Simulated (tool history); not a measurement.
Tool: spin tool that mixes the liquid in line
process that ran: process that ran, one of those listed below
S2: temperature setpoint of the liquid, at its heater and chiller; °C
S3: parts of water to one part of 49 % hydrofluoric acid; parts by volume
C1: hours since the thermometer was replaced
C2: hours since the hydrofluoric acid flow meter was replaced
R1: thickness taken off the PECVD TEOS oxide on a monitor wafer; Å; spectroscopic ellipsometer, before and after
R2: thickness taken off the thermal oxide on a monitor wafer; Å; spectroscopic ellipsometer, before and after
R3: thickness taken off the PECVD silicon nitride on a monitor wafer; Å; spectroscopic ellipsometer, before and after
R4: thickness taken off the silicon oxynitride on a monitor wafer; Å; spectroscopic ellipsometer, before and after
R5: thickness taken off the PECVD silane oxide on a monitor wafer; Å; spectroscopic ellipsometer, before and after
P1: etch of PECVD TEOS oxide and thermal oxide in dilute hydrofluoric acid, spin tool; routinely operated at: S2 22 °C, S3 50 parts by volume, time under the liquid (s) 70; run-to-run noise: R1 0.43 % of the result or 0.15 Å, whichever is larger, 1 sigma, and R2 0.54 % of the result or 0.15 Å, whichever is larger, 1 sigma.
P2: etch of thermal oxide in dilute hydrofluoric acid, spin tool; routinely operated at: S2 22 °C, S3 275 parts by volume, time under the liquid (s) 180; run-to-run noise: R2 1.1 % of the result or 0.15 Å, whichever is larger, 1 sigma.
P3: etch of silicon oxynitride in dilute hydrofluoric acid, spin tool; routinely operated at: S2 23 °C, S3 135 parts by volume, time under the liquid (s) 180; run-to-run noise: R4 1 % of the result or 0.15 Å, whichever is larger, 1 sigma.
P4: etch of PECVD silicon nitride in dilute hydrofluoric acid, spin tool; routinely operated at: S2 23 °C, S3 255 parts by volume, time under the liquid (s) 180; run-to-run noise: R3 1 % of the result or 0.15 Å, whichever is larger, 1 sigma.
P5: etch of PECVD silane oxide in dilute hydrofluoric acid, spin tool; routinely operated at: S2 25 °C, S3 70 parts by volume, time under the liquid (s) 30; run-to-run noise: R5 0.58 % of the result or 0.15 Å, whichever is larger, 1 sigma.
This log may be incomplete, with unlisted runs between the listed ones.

run 1 hour=8.7 | process_that_ran=P1 S2=22 S3=50 time_under_the_liquid_(s)=70 | C1=1049.6 C2=231.2 | R1=241.11 R2=65.444
run 2 hour=16.1 | process_that_ran=P4 S2=23 S3=255 time_under_the_liquid_(s)=360 | C1=1057 C2=238.6 | R3=52.015
run 3 hour=21 | process_that_ran=P3 S2=23 S3=135 time_under_the_liquid_(s)=20 | C1=1061.9 C2=243.5 | R4=2.7417
-- hour=23.2 thermometer replaced
run 4 hour=27.6 | process_that_ran=P5 S2=25 S3=45 time_under_the_liquid_(s)=30 | C1=4.5 C2=250.1 | R5=124.72
run 5 hour=34.7 | process_that_ran=P3 S2=23 S3=135 time_under_the_liquid_(s)=180 | C1=11.6 C2=257.2 | R4=24.301
run 6 hour=40.6 | process_that_ran=P1 S2=22 S3=50 time_under_the_liquid_(s)=25 | C1=17.5 C2=263.1 | R1=86.253 R2=23.434
run 7 hour=46.9 | process_that_ran=P5 S2=25 S3=70 time_under_the_liquid_(s)=15 | C1=23.8 C2=269.4 | R5=38.372
run 8 hour=51.7 | process_that_ran=P1 S2=22 S3=50 time_under_the_liquid_(s)=70 | C1=28.6 C2=274.2 | R1=242.13 R2=65.508
run 9 hour=56.1 | process_that_ran=P4 S2=23 S3=255 time_under_the_liquid_(s)=180 | C1=33 C2=278.6 | R3=25.938
run 10 hour=61 | process_that_ran=P4 S2=23 S3=255 time_under_the_liquid_(s)=180 | C1=37.9 C2=283.5 | R3=26.285
run 11 hour=66.9 | process_that_ran=P3 S2=23 S3=135 time_under_the_liquid_(s)=180 | C1=43.8 C2=289.4 | R4=24.59
run 12 hour=71.5 | process_that_ran=P2 S2=22 S3=275 time_under_the_liquid_(s)=325 | C1=48.4 C2=294 | R2=43.393
run 13 hour=76.3 | process_that_ran=P3 S2=30.5 S3=135 time_under_the_liquid_(s)=180 | C1=53.2 C2=298.8 | R4=34.769
run 14 hour=84.2 | process_that_ran=P4 S2=23 S3=115 time_under_the_liquid_(s)=180 | C1=61.1 C2=306.7 | R3=57.242
run 15 hour=90.7 | process_that_ran=P1 S2=22 S3=50 time_under_the_liquid_(s)=70 | C1=67.6 C2=313.2 | R1=241.38 R2=65.925
run 16 hour=99.2 | process_that_ran=P1 S2=22 S3=50 time_under_the_liquid_(s)=110 | C1=76.1 C2=321.7 | R1=380.11 R2=103.74
run 17 hour=106.1 | process_that_ran=P2 S2=22 S3=275 time_under_the_liquid_(s)=180 | C1=83 C2=328.6 | R2=24.496
run 18 hour=111.4 | process_that_ran=P1 S2=22 S3=50 time_under_the_liquid_(s)=70 | C1=88.3 C2=333.9 | R1=242.65 R2=65.71
run 19 hour=118.8 | process_that_ran=P2 S2=18 S3=275 time_under_the_liquid_(s)=180 | C1=95.7 C2=341.3 | R2=20.643
run 20 hour=125 | process_that_ran=P1 S2=22 S3=50 time_under_the_liquid_(s)=70 | C1=101.9 C2=347.5 | R1=242.25 R2=66.896
run 21 hour=132.7 | process_that_ran=P1 S2=22 S3=20 time_under_the_liquid_(s)=70 | C1=109.6 C2=355.2 | R1=625.51 R2=172.36
run 22 hour=141.1 | process_that_ran=P1 S2=22 S3=75 time_under_the_liquid_(s)=70 | C1=118 C2=363.6 | R1=155.74 R2=42.681
run 23 hour=146.2 | process_that_ran=P1 S2=22 S3=50 time_under_the_liquid_(s)=70 | C1=123.1 C2=368.7 | R1=241.78 R2=66.294
run 24 hour=154 | process_that_ran=P5 S2=21 S3=70 time_under_the_liquid_(s)=30 | C1=130.9 C2=376.5 | R5=64.927
-- hour=157.9 hydrofluoric acid flow meter replaced
run 25 hour=158.9 | process_that_ran=P1 S2=27.5 S3=50 time_under_the_liquid_(s)=70 | C1=135.8 C2=1 | R1=301.75 R2=82.473
run 26 hour=165.9 | process_that_ran=P3 S2=23 S3=20 time_under_the_liquid_(s)=180 | C1=142.8 C2=8 | R4=179.16
run 27 hour=172.6 | process_that_ran=P5 S2=25 S3=70 time_under_the_liquid_(s)=30 | C1=149.5 C2=14.7 | R5=77.322
run 28 hour=178.7 | process_that_ran=P2 S2=22 S3=80 time_under_the_liquid_(s)=180 | C1=155.6 C2=20.8 | R2=102.23
run 29 hour=187.2 | process_that_ran=P4 S2=17 S3=255 time_under_the_liquid_(s)=180 | C1=164.1 C2=29.3 | R3=17.527
run 30 hour=191.5 | process_that_ran=P1 S2=17 S3=50 time_under_the_liquid_(s)=35 | C1=168.4 C2=33.6 | R1=97.57 R2=26.59
run 31 hour=196.1 | process_that_ran=P1 S2=22 S3=50 time_under_the_liquid_(s)=70 | C1=173 C2=38.2 | R1=240.82 R2=65.724
run 32 hour=204.8 | process_that_ran=P1 S2=17.5 S3=50 time_under_the_liquid_(s)=70 | C1=181.7 C2=46.9 | R1=198.52 R2=53.758
run 33 hour=209.7 | process_that_ran=P1 S2=22 S3=50 time_under_the_liquid_(s)=70 | C1=186.6 C2=51.8 | R1=242.41 R2=65.252
run 34 hour=217 | process_that_ran=P1 S2=22 S3=50 time_under_the_liquid_(s)=70 | C1=193.9 C2=59.1 | R1=247.86 R2=68.877
run 35 hour=224 | process_that_ran=P1 S2=22 S3=50 time_under_the_liquid_(s)=70 | C1=200.9 C2=66.1 | R1=255.02 R2=68.635
run 36 hour=227.8 | process_that_ran=P1 S2=22 S3=50 time_under_the_liquid_(s)=70 | C1=204.7 C2=69.9 | R1=256.04 R2=69.528
run 37 hour=236.4 | process_that_ran=P1 S2=22 S3=50 time_under_the_liquid_(s)=70 | C1=213.3 C2=78.5 | R1=256.19 R2=69.892
run 38 hour=244.2 | process_that_ran=P1 S2=22 S3=50 time_under_the_liquid_(s)=70 | C1=221.1 C2=86.3 | R1=257.76 R2=69.853
run 39 hour=251.6 | process_that_ran=P1 S2=22 S3=50 time_under_the_liquid_(s)=70 | C1=228.5 C2=93.7 | R1=258.69 R2=70.847
run 40 hour=257.9 | process_that_ran=P1 S2=22 S3=50 time_under_the_liquid_(s)=70 | C1=234.8 C2=100 | R1=257.48 R2=71.07

What P1 gives has crept off from where it sat before. The 2 causes that follow fit the log equally well, each at the size noted:
A: hydrofluoric acid flow above the setpoint (%) = 6.53
B: liquid hotter than its thermometer reads (K) = 1.62
The gradual shift began around hour 209.7.

Consider the 4 check runs below, whose results appear as question marks and each of which averages 3 wafers. Which one distinguishes the causes, in that each cause would give it a clearly different result?
run check 1 hour=264.2 | process_that_ran=P2 S2=22 S3=95 time_under_the_liquid_(s)=295 | R2=?
run check 2 hour=264.2 | process_that_ran=P5 S2=25 S3=45 time_under_the_liquid_(s)=30 | R5=?
run check 3 hour=264.2 | process_that_ran=P3 S2=29 S3=25 time_under_the_liquid_(s)=180 | R4=?
run check 4 hour=264.2 | process_that_ran=P4 S2=17 S3=255 time_under_the_liquid_(s)=325 | R3=?

Outcome of each check run for each possible cause:
check=check_1 result=R2 if_A=147.23 if_B=146.49
check=check_2 result=R5 if_A=131.99 if_B=131.85
check=check_3 result=R4 if_A=207.08 if_B=209.79
check=check_4 result=R3 if_A=34.172 if_B=35.791
How far apart the two closest causes lie, in the result that separates them most: check 1 0.5 %; check 2 0.11 %; check 3 1.3 %; check 4 4.63 %
Only check 4 tells the causes apart: in the others they would give nearly the same result.

The results of check 4 are: R3 33.988 Å. Based on these, which of the listed causes is it?

It was cause A: hydrofluoric acid flow above the setpoint (%).
